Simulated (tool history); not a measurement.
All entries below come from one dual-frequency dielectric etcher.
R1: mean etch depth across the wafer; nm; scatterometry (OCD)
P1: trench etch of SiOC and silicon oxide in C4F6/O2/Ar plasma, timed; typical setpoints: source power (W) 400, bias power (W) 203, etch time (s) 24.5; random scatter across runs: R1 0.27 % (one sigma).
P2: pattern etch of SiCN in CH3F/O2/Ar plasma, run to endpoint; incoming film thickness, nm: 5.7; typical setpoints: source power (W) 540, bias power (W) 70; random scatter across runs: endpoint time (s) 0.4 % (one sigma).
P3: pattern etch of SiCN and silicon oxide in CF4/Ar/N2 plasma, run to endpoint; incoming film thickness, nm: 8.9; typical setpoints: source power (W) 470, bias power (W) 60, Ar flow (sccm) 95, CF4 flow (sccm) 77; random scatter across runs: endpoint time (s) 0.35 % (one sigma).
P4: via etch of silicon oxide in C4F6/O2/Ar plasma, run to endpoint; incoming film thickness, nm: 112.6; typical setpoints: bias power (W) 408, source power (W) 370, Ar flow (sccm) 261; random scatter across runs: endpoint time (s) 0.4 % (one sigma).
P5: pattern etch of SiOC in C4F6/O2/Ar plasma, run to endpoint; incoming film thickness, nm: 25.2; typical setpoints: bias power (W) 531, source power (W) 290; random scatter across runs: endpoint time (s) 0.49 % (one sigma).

Run 1, hour 13.6: process that ran P1, source power (W) 400, bias power (W) 203, etch time (s) 24.5. Result: R1 51.592 nm.
Run 2, hour 24.1: process that ran P1, source power (W) 400, bias power (W) 203, etch time (s) 24.5. Result: R1 51.451 nm.
Run 3, hour 31.7: process that ran P4, source power (W) 370, bias power (W) 408, Ar flow (sccm) 261. Result: endpoint time (s) 27.2770.
Run 4, hour 45.6: process that ran P3, source power (W) 470, bias power (W) 38, Ar flow (sccm) 95, CF4 flow (sccm) 77. Result: endpoint time (s) 12.1640.
Run 5, hour 54.7: process that ran P3, source power (W) 470, bias power (W) 60, Ar flow (sccm) 95, CF4 flow (sccm) 53. Result: endpoint time (s) 11.3380.
Run 6, hour 62.2: process that ran P1, source power (W) 250, bias power (W) 203, etch time (s) 24.5. Result: R1 43.187 nm.
Run 7, hour 76.8: process that ran P4, source power (W) 370, bias power (W) 408, Ar flow (sccm) 261. Result: endpoint time (s) 27.3930.
Run 8, hour 89.0: process that ran P4, source power (W) 370, bias power (W) 408, Ar flow (sccm) 368. Result: endpoint time (s) 28.3080.
Run 9, hour 104.0: process that ran P4, source power (W) 370, bias power (W) 514, Ar flow (sccm) 261. Result: endpoint time (s) 25.0900.
Run 10, hour 115.8: process that ran P3, source power (W) 350, bias power (W) 60, Ar flow (sccm) 95, CF4 flow (sccm) 77. Result: endpoint time (s) 13.7850.
Run 11, hour 125.2: process that ran P2, source power (W) 540, bias power (W) 70. Result: endpoint time (s) 13.5110.
Run 12, hour 133.8: process that ran P1, source power (W) 330, bias power (W) 145, etch time (s) 24.5. Result: R1 43.215 nm.
Run 13, hour 141.1: process that ran P5, source power (W) 210, bias power (W) 531. Result: endpoint time (s) 10.1430.
Run 14, hour 150.9: process that ran P2, source power (W) 540, bias power (W) 70. Result: endpoint time (s) 13.5250.
Run 15, hour 160.0: process that ran P1, source power (W) 400, bias power (W) 203, etch time (s) 24.5. Result: R1 51.457 nm.
Run 16, hour 171.3: process that ran P1, source power (W) 400, bias power (W) 146, etch time (s) 13.5. Result: R1 25.659 nm.
At hour 174.2: source power generator calibrated.
Run 17, hour 185.7: process that ran P1, source power (W) 400, bias power (W) 203, etch time (s) 24.5. Result: R1 51.678 nm.
Run 18, hour 200.8: process that ran P3, source power (W) 470, bias power (W) 60, Ar flow (sccm) 60, CF4 flow (sccm) 77. Result: endpoint time (s) 9.9730.
Run 19, hour 208.0: process that ran P1, source power (W) 400, bias power (W) 203, etch time (s) 31.0. Result: R1 65.337 nm.
Run 20, hour 219.7: process that ran P5, source power (W) 290, bias power (W) 531. Result: endpoint time (s) 9.0304.
Run 21, hour 229.2: process that ran P2, source power (W) 310, bias power (W) 70. Result: endpoint time (s) 16.6680.
Run 22, hour 243.0: process that ran P3, source power (W) 470, bias power (W) 60, Ar flow (sccm) 95, CF4 flow (sccm) 77. Result: endpoint time (s) 10.6160.
Run 23, hour 252.8: process that ran P1, source power (W) 470, bias power (W) 203, etch time (s) 24.5. Result: R1 54.982 nm.
Run 24, hour 262.2: process that ran P1, source power (W) 400, bias power (W) 281, etch time (s) 24.5. Result: R1 57.475 nm.
Run 25, hour 277.3: process that ran P1, source power (W) 400, bias power (W) 203, etch time (s) 24.5. Result: R1 51.587 nm.
Run 26, hour 291.1: process that ran P1, source power (W) 400, bias power (W) 203, etch time (s) 17.0. Result: R1 35.763 nm.
Run 27, hour 302.2: process that ran P1, source power (W) 400, bias power (W) 203, etch time (s) 24.5. Result: R1 51.606 nm.
Run 28, hour 311.6: process that ran P1, source power (W) 400, bias power (W) 138, etch time (s) 24.5. Result: R1 45.612 nm.
Run 29, hour 322.6: process that ran P2, source power (W) 540, bias power (W) 52. Result: endpoint time (s) 14.9140.
Run 30, hour 335.0: process that ran P5, source power (W) 290, bias power (W) 433. Result: endpoint time (s) 9.7144.
Run 31, hour 343.4: process that ran P4, source power (W) 510, bias power (W) 408, Ar flow (sccm) 261. Result: endpoint time (s) 24.3210.
Run 32, hour 355.4: process that ran P1, source power (W) 400, bias power (W) 203, etch time (s) 24.5. Result: R1 51.657 nm.
Run 33, hour 363.3: process that ran P1, source power (W) 400, bias power (W) 203, etch time (s) 24.5. Result: R1 51.839 nm.
Run 34, hour 375.2: process that ran P1, source power (W) 400, bias power (W) 203, etch time (s) 24.5. Result: R1 51.734 nm.
Run 35, hour 388.3: process that ran P1, source power (W) 400, bias power (W) 203, etch time (s) 24.5. Result: R1 52.277 nm.
At hour 397.4: wet clean of the chamber.
Run 36, hour 398.4: process that ran P1, source power (W) 400, bias power (W) 203, etch time (s) 24.5. Result: R1 52.407 nm.
Run 37, hour 413.0: process that ran P1, source power (W) 400, bias power (W) 203, etch time (s) 24.5. Result: R1 52.306 nm.
Run 38, hour 428.1: process that ran P1, source power (W) 400, bias power (W) 203, etch time (s) 24.5. Result: R1 52.222 nm.
Run 39, hour 437.6: process that ran P1, source power (W) 400, bias power (W) 203, etch time (s) 24.5. Result: R1 52.092 nm.
Run 40, hour 452.9: process that ran P1, source power (W) 400, bias power (W) 203, etch time (s) 24.5. Result: R1 52.331 nm.

Compared with where it was, what P1 gives has crept away. Each cause listed below fits the log as well as the rest, at the size given for it:
A: source power that arrives over what is set, % = 3.6
B: bias power that arrives over what is set, % = 4.28
The creep began at about hour 355.4.
Other possible causes, and why each is ruled out:
chamber walls in a state that raises the etch rate, %: serviced at hour 397.4, which brought nothing back

4 check runs are offered, each on 2 wafers whose results are averaged, their results left as question marks. Which one tells the causes apart?
Run check 1, hour 468.2: process that ran P5, source power (W) 230, bias power (W) 455. Result: endpoint time (s) ?.
Run check 2, hour 468.2: process that ran P4, source power (W) 500, bias power (W) 490, Ar flow (sccm) 261. Result: endpoint time (s) ?.
Run check 3, hour 468.2: process that ran P2, source power (W) 320, bias power (W) 70. Result: endpoint time (s) ?.
Run check 4, hour 468.2: process that ran P3, source power (W) 470, bias power (W) 41, Ar flow (sccm) 68, CF4 flow (sccm) 77. Result: endpoint time (s) ?.

If the cause were each of the candidates in turn, the checks would give the following:
  check             result     if A     if B
check 1  endpoint time (s)  10.2400  10.2100
check 2  endpoint time (s)  22.5390  22.4850
check 3  endpoint time (s)  16.2620  16.2330
check 4  endpoint time (s)  10.9430  11.1720
Smallest distance between any two causes, each pair judged by its most separating result, in per cent: check 1 0.29 %; check 2 0.24 %; check 3 0.18 %; check 4 2.07 %
Check 4 is the one run that separates the causes; every other check would come out nearly the same whichever cause is at work.

Then check 4 was run and gave: endpoint time (s) 11.1560. Which cause is it?

It was cause B: bias power that arrives over what is set, %.
